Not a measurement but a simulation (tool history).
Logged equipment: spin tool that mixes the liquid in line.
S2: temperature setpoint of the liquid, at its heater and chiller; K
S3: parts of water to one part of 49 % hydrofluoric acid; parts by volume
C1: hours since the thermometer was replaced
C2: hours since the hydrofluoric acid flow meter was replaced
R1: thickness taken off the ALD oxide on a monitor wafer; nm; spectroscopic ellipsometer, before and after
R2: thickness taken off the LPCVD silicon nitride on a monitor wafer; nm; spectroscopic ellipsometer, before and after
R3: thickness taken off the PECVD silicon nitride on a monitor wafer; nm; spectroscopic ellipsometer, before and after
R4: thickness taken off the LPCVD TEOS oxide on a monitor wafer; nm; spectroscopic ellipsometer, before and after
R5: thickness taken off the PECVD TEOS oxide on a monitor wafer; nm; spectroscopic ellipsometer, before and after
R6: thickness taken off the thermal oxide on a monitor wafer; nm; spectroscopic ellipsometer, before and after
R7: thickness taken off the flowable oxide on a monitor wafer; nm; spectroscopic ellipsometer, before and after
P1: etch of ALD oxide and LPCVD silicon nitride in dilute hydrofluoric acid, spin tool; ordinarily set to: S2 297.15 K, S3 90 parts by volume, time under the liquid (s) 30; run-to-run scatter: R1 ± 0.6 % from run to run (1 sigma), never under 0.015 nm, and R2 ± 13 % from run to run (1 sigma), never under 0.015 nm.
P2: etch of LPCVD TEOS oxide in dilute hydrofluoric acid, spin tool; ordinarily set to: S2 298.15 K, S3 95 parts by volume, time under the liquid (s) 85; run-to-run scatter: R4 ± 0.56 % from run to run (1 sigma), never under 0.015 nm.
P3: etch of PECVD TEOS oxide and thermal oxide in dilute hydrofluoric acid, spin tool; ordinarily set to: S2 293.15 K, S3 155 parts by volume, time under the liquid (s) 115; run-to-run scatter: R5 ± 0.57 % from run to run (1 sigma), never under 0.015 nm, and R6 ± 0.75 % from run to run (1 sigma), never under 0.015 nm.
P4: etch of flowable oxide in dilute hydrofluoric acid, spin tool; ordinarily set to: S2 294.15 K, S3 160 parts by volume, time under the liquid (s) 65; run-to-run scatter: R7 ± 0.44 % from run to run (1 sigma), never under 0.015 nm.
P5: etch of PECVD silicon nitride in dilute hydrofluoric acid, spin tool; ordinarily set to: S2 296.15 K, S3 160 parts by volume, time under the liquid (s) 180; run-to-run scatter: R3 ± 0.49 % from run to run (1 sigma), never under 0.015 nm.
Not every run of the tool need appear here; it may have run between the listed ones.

Run 1, hour 12.7: process that ran P1, S2 297.15 K, S3 90 parts by volume, time under the liquid (s) 30; C1 441.6; C2 871.6. Result: R1 5.4370 nm, R2 0.159050 nm.
Run 2, hour 25.0: process that ran P5, S2 296.15 K, S3 160 parts by volume, time under the liquid (s) 180; C1 453.9; C2 883.9. Result: R3 5.5123 nm.
Run 3, hour 31.3: process that ran P1, S2 297.15 K, S3 35 parts by volume, time under the liquid (s) 15; C1 460.2; C2 890.2. Result: R1 7.6005 nm, R2 0.172160 nm.
Run 4, hour 39.8: process that ran P2, S2 292.65 K, S3 95 parts by volume, time under the liquid (s) 85; C1 468.7; C2 898.7. Result: R4 16.9790 nm.
Run 5, hour 47.2: process that ran P5, S2 296.15 K, S3 275 parts by volume, time under the liquid (s) 180; C1 476.1; C2 906.1. Result: R3 3.2329 nm.
Run 6, hour 55.3: process that ran P3, S2 293.15 K, S3 155 parts by volume, time under the liquid (s) 115; C1 484.2; C2 914.2. Result: R5 11.0750 nm, R6 2.9857 nm.
Run 7, hour 66.2: process that ran P4, S2 294.15 K, S3 160 parts by volume, time under the liquid (s) 65; C1 495.1; C2 925.1. Result: R7 17.043 nm.
Run 8, hour 78.3: process that ran P3, S2 290.15 K, S3 155 parts by volume, time under the liquid (s) 115; C1 507.2; C2 937.2. Result: R5 9.9278 nm, R6 2.6590 nm.
Run 9, hour 85.4: process that ran P5, S2 296.15 K, S3 160 parts by volume, time under the liquid (s) 60; C1 514.3; C2 944.3. Result: R3 1.8231 nm.
Run 10, hour 94.3: process that ran P1, S2 297.15 K, S3 90 parts by volume, time under the liquid (s) 30; C1 523.2; C2 953.2. Result: R1 5.5278 nm, R2 0.152830 nm.
Run 11, hour 101.6: process that ran P1, S2 297.15 K, S3 20 parts by volume, time under the liquid (s) 30; C1 530.5; C2 960.5. Result: R1 27.4760 nm, R2 0.700160 nm.
Run 12, hour 109.7: process that ran P2, S2 298.15 K, S3 95 parts by volume, time under the liquid (s) 85; C1 538.6; C2 968.6. Result: R4 21.0880 nm.
Run 13, hour 118.0: process that ran P4, S2 301.65 K, S3 160 parts by volume, time under the liquid (s) 65; C1 546.9; C2 976.9. Result: R7 22.507 nm.
Run 14, hour 125.7: process that ran P1, S2 297.15 K, S3 90 parts by volume, time under the liquid (s) 30; C1 554.6; C2 984.6. Result: R1 5.5065 nm, R2 0.153610 nm.
Run 15, hour 132.1: process that ran P4, S2 294.15 K, S3 55 parts by volume, time under the liquid (s) 65; C1 561.0; C2 991.0. Result: R7 55.637 nm.
Run 16, hour 140.6: process that ran P1, S2 292.15 K, S3 90 parts by volume, time under the liquid (s) 60; C1 569.5; C2 999.5. Result: R1 9.0619 nm, R2 0.223550 nm.
Run 17, hour 149.4: process that ran P1, S2 291.65 K, S3 90 parts by volume, time under the liquid (s) 30; C1 578.3; C2 1008.3. Result: R1 4.3994 nm, R2 0.118100 nm.
Run 18, hour 161.9: process that ran P3, S2 293.15 K, S3 55 parts by volume, time under the liquid (s) 115; C1 590.8; C2 1020.8. Result: R5 35.3360 nm, R6 9.2607 nm.
Run 19, hour 174.9: process that ran P3, S2 293.15 K, S3 155 parts by volume, time under the liquid (s) 210; C1 603.8; C2 1033.8. Result: R5 20.4190 nm, R6 5.4614 nm.
Run 20, hour 187.7: process that ran P4, S2 294.15 K, S3 160 parts by volume, time under the liquid (s) 120; C1 616.6; C2 1046.6. Result: R7 31.301 nm.
Run 21, hour 200.3: process that ran P2, S2 298.15 K, S3 95 parts by volume, time under the liquid (s) 20; C1 629.2; C2 1059.2. Result: R4 5.0105 nm.
Run 22, hour 211.4: process that ran P1, S2 297.15 K, S3 90 parts by volume, time under the liquid (s) 60; C1 640.3; C2 1070.3. Result: R1 11.0280 nm, R2 0.256630 nm.
At hour 221.6: thermometer replaced.
Run 23, hour 221.6: process that ran P1, S2 297.15 K, S3 90 parts by volume, time under the liquid (s) 15; C1 0.1; C2 1080.5. Result: R1 2.7302 nm, R2 0.068192 nm.
Run 24, hour 234.9: process that ran P1, S2 303.65 K, S3 160 parts by volume, time under the liquid (s) 30; C1 13.4; C2 1093.8. Result: R1 3.6635 nm, R2 0.126780 nm.
Run 25, hour 246.7: process that ran P2, S2 298.15 K, S3 40 parts by volume, time under the liquid (s) 85; C1 25.2; C2 1105.6. Result: R4 54.1060 nm.
Run 26, hour 257.4: process that ran P1, S2 301.65 K, S3 90 parts by volume, time under the liquid (s) 30; C1 35.9; C2 1116.3. Result: R1 6.5919 nm, R2 0.234050 nm.
Run 27, hour 268.1: process that ran P1, S2 297.15 K, S3 165 parts by volume, time under the liquid (s) 30; C1 46.6; C2 1127.0. Result: R1 2.7147 nm, R2 0.068180 nm.
Run 28, hour 281.0: process that ran P1, S2 297.15 K, S3 90 parts by volume, time under the liquid (s) 30; C1 59.5; C2 1139.9. Result: R1 5.4841 nm, R2 0.104610 nm.
Run 29, hour 288.5: process that ran P1, S2 297.15 K, S3 90 parts by volume, time under the liquid (s) 30; C1 67.0; C2 1147.4. Result: R1 5.4984 nm, R2 0.152010 nm.
Run 30, hour 297.6: process that ran P2, S2 298.15 K, S3 95 parts by volume, time under the liquid (s) 85; C1 76.1; C2 1156.5. Result: R4 21.2130 nm.
Run 31, hour 306.9: process that ran P4, S2 294.15 K, S3 160 parts by volume, time under the liquid (s) 65; C1 85.4; C2 1165.8. Result: R7 17.059 nm.
Run 32, hour 317.5: process that ran P5, S2 290.15 K, S3 160 parts by volume, time under the liquid (s) 180; C1 96.0; C2 1176.4. Result: R3 3.6939 nm.
Run 33, hour 329.5: process that ran P1, S2 297.15 K, S3 90 parts by volume, time under the liquid (s) 30; C1 108.0; C2 1188.4. Result: R1 5.4585 nm, R2 0.125910 nm.
Run 34, hour 343.1: process that ran P1, S2 297.15 K, S3 90 parts by volume, time under the liquid (s) 30; C1 121.6; C2 1202.0. Result: R1 5.3182 nm, R2 0.173170 nm.
Run 35, hour 353.7: process that ran P1, S2 297.15 K, S3 90 parts by volume, time under the liquid (s) 30; C1 132.2; C2 1212.6. Result: R1 5.2461 nm, R2 0.123400 nm.
Run 36, hour 365.6: process that ran P1, S2 297.15 K, S3 90 parts by volume, time under the liquid (s) 30; C1 144.1; C2 1224.5. Result: R1 5.1924 nm, R2 0.148070 nm.
Run 37, hour 378.6: process that ran P1, S2 297.15 K, S3 90 parts by volume, time under the liquid (s) 30; C1 157.1; C2 1237.5. Result: R1 5.1291 nm, R2 0.156400 nm.
Run 38, hour 385.6: process that ran P1, S2 297.15 K, S3 90 parts by volume, time under the liquid (s) 30; C1 164.1; C2 1244.5. Result: R1 5.1078 nm, R2 0.176840 nm.
Run 39, hour 395.2: process that ran P1, S2 297.15 K, S3 90 parts by volume, time under the liquid (s) 30; C1 173.7; C2 1254.1. Result: R1 5.2217 nm, R2 0.181530 nm.
Run 40, hour 406.4: process that ran P1, S2 297.15 K, S3 90 parts by volume, time under the liquid (s) 30; C1 184.9; C2 1265.3. Result: R1 5.1927 nm, R2 0.121590 nm.
Run 41, hour 415.6: process that ran P1, S2 297.15 K, S3 90 parts by volume, time under the liquid (s) 30; C1 194.1; C2 1274.5. Result: R1 5.1335 nm, R2 0.164340 nm.
Run 42, hour 422.8: process that ran P1, S2 297.15 K, S3 90 parts by volume, time under the liquid (s) 30; C1 201.3; C2 1281.7. Result: R1 5.1547 nm, R2 0.132300 nm.

The output of P1 has drifted from where it used to be. Each of the 2 causes below, taken at the size shown beside it, accounts for the log equally well:
A: liquid colder than its thermometer reads (K) = 1.83
B: hydrofluoric acid flow below the setpoint (%) = 6.37
Onset of the creep was near hour 329.5.

Of the 4 check runs listed below, each run on one wafer and each result written as a question mark, which would let you distinguish the listed causes because they would give clearly different results?
Run check 1, hour 430.0: process that ran P2, S2 298.15 K, S3 95 parts by volume, time under the liquid (s) 85. Result: R4 ?.
Run check 2, hour 430.0: process that ran P5, S2 296.15 K, S3 160 parts by volume, time under the liquid (s) 180. Result: R3 ?.
Run check 3, hour 430.0: process that ran P3, S2 293.15 K, S3 155 parts by volume, time under the liquid (s) 115. Result: R5 ?, R6 ?.
Run check 4, hour 430.0: process that ran P4, S2 294.15 K, S3 160 parts by volume, time under the liquid (s) 65. Result: R7 ?.

Expected result of each check under each candidate cause:
  check  result     if A     if B
check 1      R4  19.6050  19.5810
check 2      R3   4.8803   5.1547
check 3      R5  10.3780  10.3430
check 3      R6   2.7669   2.7575
check 4      R7   15.826   15.748
Minimum pairwise separation of causes per check, each pair taken at its best-separating result: check 1 0.12 %; check 2 5.47 %; check 3 0.34 %; check 4 0.49 %
Only check 2 tells the causes apart: in the others they would give nearly the same result.

Running check 2 produced the following: R3 4.8249 nm. Which one of the listed causes fits?

Of the candidate causes, it is A: liquid colder than its thermometer reads (K).

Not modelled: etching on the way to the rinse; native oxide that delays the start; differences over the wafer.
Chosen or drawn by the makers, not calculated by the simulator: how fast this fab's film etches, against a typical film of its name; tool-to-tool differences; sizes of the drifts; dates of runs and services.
